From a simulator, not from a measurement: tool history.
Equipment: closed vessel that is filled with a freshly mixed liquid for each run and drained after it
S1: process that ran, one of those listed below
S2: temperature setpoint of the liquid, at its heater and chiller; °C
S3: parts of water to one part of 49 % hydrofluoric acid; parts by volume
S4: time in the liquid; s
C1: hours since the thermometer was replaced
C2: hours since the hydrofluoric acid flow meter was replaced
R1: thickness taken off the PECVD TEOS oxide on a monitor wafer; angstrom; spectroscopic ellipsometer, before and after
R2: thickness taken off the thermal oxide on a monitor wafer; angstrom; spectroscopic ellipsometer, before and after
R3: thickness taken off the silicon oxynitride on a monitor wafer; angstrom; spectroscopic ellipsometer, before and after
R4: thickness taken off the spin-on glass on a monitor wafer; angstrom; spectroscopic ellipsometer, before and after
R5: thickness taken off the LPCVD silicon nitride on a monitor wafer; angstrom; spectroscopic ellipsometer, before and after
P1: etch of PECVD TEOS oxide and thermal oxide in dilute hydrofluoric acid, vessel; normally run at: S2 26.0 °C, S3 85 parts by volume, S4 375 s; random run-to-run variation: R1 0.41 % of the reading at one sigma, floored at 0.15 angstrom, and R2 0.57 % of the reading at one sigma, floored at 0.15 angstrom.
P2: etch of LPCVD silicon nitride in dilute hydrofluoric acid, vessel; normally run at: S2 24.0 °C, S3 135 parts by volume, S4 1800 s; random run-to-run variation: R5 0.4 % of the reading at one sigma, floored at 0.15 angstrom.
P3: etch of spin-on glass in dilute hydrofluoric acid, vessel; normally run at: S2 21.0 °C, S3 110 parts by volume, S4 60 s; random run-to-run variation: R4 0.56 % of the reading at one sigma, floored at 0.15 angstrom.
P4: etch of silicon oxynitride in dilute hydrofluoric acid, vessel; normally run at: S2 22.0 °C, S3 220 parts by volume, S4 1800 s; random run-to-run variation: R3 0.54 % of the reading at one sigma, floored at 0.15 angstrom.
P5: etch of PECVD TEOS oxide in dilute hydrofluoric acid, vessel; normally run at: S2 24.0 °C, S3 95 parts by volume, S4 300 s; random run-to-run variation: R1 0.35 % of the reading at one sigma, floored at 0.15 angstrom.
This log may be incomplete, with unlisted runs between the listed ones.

run 1 hour=11.8 | S1=P1 S2=26.0 S3=85 S4=375 | C1=329.3 C2=864.3 | R1=538.35 R2=222.480
run 2 hour=19.3 | S1=P1 S2=26.0 S3=140 S4=375 | C1=336.8 C2=871.8 | R1=306.36 R2=126.640
run 3 hour=28.4 | S1=P1 S2=26.0 S3=85 S4=375 | C1=345.9 C2=880.9 | R1=537.57 R2=222.180
run 4 hour=41.8 | S1=P4 S2=30.5 S3=220 S4=1800 | C1=359.3 C2=894.3 | R3=141.580
run 5 hour=54.6 | S1=P3 S2=21.0 S3=110 S4=60 | C1=372.1 C2=907.1 | R4=203.13
run 6 hour=63.5 | S1=P3 S2=21.0 S3=55 S4=60 | C1=381.0 C2=916.0 | R4=437.01
run 7 hour=78.8 | S1=P1 S2=26.0 S3=85 S4=130 | C1=396.3 C2=931.3 | R1=187.52 R2=77.836
run 8 hour=86.4 | S1=P3 S2=21.0 S3=110 S4=60 | C1=403.9 C2=938.9 | R4=203.05
run 9 hour=93.2 | S1=P3 S2=21.0 S3=110 S4=30 | C1=410.7 C2=945.7 | R4=102.71
run 10 hour=100.1 | S1=P5 S2=24.0 S3=95 S4=300 | C1=417.6 C2=952.6 | R1=477.38
run 11 hour=109.3 | S1=P4 S2=22.0 S3=220 S4=1800 | C1=426.8 C2=961.8 | R3=98.740
run 12 hour=118.7 | S1=P4 S2=22.0 S3=220 S4=3260 | C1=436.2 C2=971.2 | R3=178.280
run 13 hour=125.3 | S1=P2 S2=18.0 S3=135 S4=1800 | C1=442.8 C2=977.8 | R5=39.990
run 14 hour=138.0 | S1=P1 S2=26.0 S3=85 S4=675 | C1=455.5 C2=990.5 | R1=970.46 R2=403.050
run 15 hour=145.9 | S1=P2 S2=24.0 S3=135 S4=1800 | C1=463.4 C2=998.4 | R5=60.023
run 16 hour=157.8 | S1=P4 S2=22.0 S3=220 S4=1800 | C1=475.3 C2=1010.3 | R3=97.633
run 17 hour=172.6 | S1=P5 S2=24.0 S3=170 S4=300 | C1=490.1 C2=1025.1 | R1=245.84
run 18 hour=179.4 | S1=P2 S2=24.0 S3=210 S4=1800 | C1=496.9 C2=1031.9 | R5=38.901
run 19 hour=187.1 | S1=P5 S2=24.0 S3=95 S4=300 | C1=504.6 C2=1039.6 | R1=477.49
run 20 hour=197.2 | S1=P5 S2=24.0 S3=95 S4=485 | C1=514.7 C2=1049.7 | R1=775.68
run 21 hour=210.4 | S1=P1 S2=26.0 S3=85 S4=375 | C1=527.9 C2=1062.9 | R1=539.81 R2=222.400
run 22 hour=218.8 | S1=P1 S2=20.0 S3=85 S4=375 | C1=536.3 C2=1071.3 | R1=424.83 R2=177.380
run 23 hour=231.7 | S1=P1 S2=31.0 S3=85 S4=375 | C1=549.2 C2=1084.2 | R1=654.46 R2=270.320
run 24 hour=239.8 | S1=P2 S2=24.0 S3=135 S4=3345 | C1=557.3 C2=1092.3 | R5=111.910
run 25 hour=252.2 | S1=P1 S2=26.0 S3=50 S4=375 | C1=569.7 C2=1104.7 | R1=959.59 R2=395.350
run 26 hour=263.0 | S1=P4 S2=22.0 S3=55 S4=1800 | C1=580.5 C2=1115.5 | R3=443.180
run 27 hour=271.9 | S1=P1 S2=26.0 S3=85 S4=375 | C1=589.4 C2=1124.4 | R1=542.37 R2=223.240
run 28 hour=278.7 | S1=P1 S2=19.5 S3=85 S4=685 | C1=596.2 C2=1131.2 | R1=754.40 R2=312.630
run 29 hour=290.6 | S1=P5 S2=19.0 S3=95 S4=300 | C1=608.1 C2=1143.1 | R1=392.94
run 30 hour=305.6 | S1=P1 S2=26.0 S3=85 S4=375 | C1=623.1 C2=1158.1 | R1=538.40 R2=224.570
run 31 hour=317.9 | S1=P3 S2=28.5 S3=110 S4=60 | C1=635.4 C2=1170.4 | R4=275.66
run 32 hour=330.7 | S1=P1 S2=26.0 S3=85 S4=375 | C1=648.2 C2=1183.2 | R1=539.07 R2=224.590
run 33 hour=339.2 | S1=P1 S2=26.0 S3=85 S4=375 | C1=656.7 C2=1191.7 | R1=560.71 R2=228.790
run 34 hour=346.6 | S1=P1 S2=26.0 S3=85 S4=375 | C1=664.1 C2=1199.1 | R1=571.16 R2=235.700
run 35 hour=361.5 | S1=P1 S2=26.0 S3=85 S4=375 | C1=679.0 C2=1214.0 | R1=584.54 R2=239.920
run 36 hour=375.6 | S1=P1 S2=26.0 S3=85 S4=375 | C1=693.1 C2=1228.1 | R1=588.75 R2=242.180
run 37 hour=383.9 | S1=P1 S2=26.0 S3=85 S4=375 | C1=701.4 C2=1236.4 | R1=585.90 R2=244.940
run 38 hour=394.7 | S1=P1 S2=26.0 S3=85 S4=375 | C1=712.2 C2=1247.2 | R1=589.93 R2=245.030
run 39 hour=405.4 | S1=P1 S2=26.0 S3=85 S4=375 | C1=722.9 C2=1257.9 | R1=589.49 R2=243.430

Compared with where it was, what P1 gives has crept away. Each cause listed below fits the log as well as the rest, at the size given for it:
A: hydrofluoric acid flow above the setpoint (%) = 8.43
B: liquid hotter than its thermometer reads (K) = 2.31
Onset of the creep was near hour 330.7.

Below are 4 check runs, each on a single wafer, with their results shown as question marks. Which of them would tell the listed causes apart, meaning the causes would give clearly different results under it?
run check 1 hour=416.1 | S1=P4 S2=22.0 S3=220 S4=1800 | R3=?
run check 2 hour=416.1 | S1=P2 S2=24.0 S3=135 S4=1800 | R5=?
run check 3 hour=416.1 | S1=P3 S2=21.0 S3=110 S4=60 | R4=?
run check 4 hour=416.1 | S1=P5 S2=24.0 S3=95 S4=300 | R1=?

Predicted outcomes, by check and by cause:
check=check_1 result=R3 if_A=107.540 if_B=108.630
check=check_2 result=R5 if_A=64.931 if_B=69.529
check=check_3 result=R4 if_A=224.45 if_B=224.85
check=check_4 result=R1 if_A=524.26 if_B=524.64
Smallest distance between any two causes, each pair judged by its most separating result, in per cent: check 1 1.01 %; check 2 6.84 %; check 3 0.18 %; check 4 0.07 %
Only in check 2 would the causes give clearly different results; in the remaining checks their results would be nearly the same.

Check 2 has now been run. It gave: R5 69.735 angstrom. Which of the candidate causes is it?

It was cause B: liquid hotter than its thermometer reads (K).
